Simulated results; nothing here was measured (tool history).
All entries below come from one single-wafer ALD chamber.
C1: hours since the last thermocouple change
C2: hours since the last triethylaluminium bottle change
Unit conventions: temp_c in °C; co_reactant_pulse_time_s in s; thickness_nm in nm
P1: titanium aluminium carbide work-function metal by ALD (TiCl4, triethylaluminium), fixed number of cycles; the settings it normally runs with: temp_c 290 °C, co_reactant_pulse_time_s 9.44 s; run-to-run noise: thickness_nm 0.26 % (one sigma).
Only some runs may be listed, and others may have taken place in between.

run 1 day=0.388 | temp_c=290 co_reactant_pulse_time_s=9.44 | C1=1255.8 C2=1135 | thickness_nm=1.889
run 2 day=0.921 | temp_c=265 co_reactant_pulse_time_s=9.44 | C1=1268.6 C2=1147.8 | thickness_nm=1.6781
run 3 day=1.346 | temp_c=290 co_reactant_pulse_time_s=9.44 | C1=1278.8 C2=1158 | thickness_nm=1.8769
run 4 day=1.771 | temp_c=290 co_reactant_pulse_time_s=9.44 | C1=1289 C2=1168.2 | thickness_nm=1.8874
run 5 day=2.325 | temp_c=290 co_reactant_pulse_time_s=9.44 | C1=1302.3 C2=1181.5 | thickness_nm=1.8894
run 6 day=2.642 | temp_c=290 co_reactant_pulse_time_s=9.44 | C1=1309.9 C2=1189.1 | thickness_nm=1.8879
run 7 day=2.908 | temp_c=279 co_reactant_pulse_time_s=12.79 | C1=1316.3 C2=1195.5 | thickness_nm=1.842
run 8 day=3.358 | temp_c=290 co_reactant_pulse_time_s=9.44 | C1=1327.1 C2=1206.3 | thickness_nm=1.8921
run 9 day=3.638 | temp_c=312 co_reactant_pulse_time_s=9.44 | C1=1333.8 C2=1213 | thickness_nm=2.0825
run 10 day=3.992 | temp_c=290 co_reactant_pulse_time_s=4.25 | C1=1342.3 C2=1221.5 | thickness_nm=1.5056
run 11 day=4.258 | temp_c=279 co_reactant_pulse_time_s=6.25 | C1=1348.7 C2=1227.9 | thickness_nm=1.651
run 12 day=4.712 | temp_c=290 co_reactant_pulse_time_s=12.43 | C1=1359.6 C2=1238.8 | thickness_nm=1.9314
run 13 day=4.988 | temp_c=274 co_reactant_pulse_time_s=15.4 | C1=1366.2 C2=1245.4 | thickness_nm=1.815
run 14 day=5.462 | temp_c=290 co_reactant_pulse_time_s=9.44 | C1=1377.6 C2=1256.8 | thickness_nm=1.8843
run 15 day=5.938 | temp_c=290 co_reactant_pulse_time_s=9.44 | C1=1389 C2=1268.2 | thickness_nm=1.8748

Forecast run 16:
run 16 day=6.225 | temp_c=290 co_reactant_pulse_time_s=9.44 | C1=1395.9 C2=1275.1 | thickness_nm=?

For run 16 the tool returned thickness_nm 1.8675 nm.
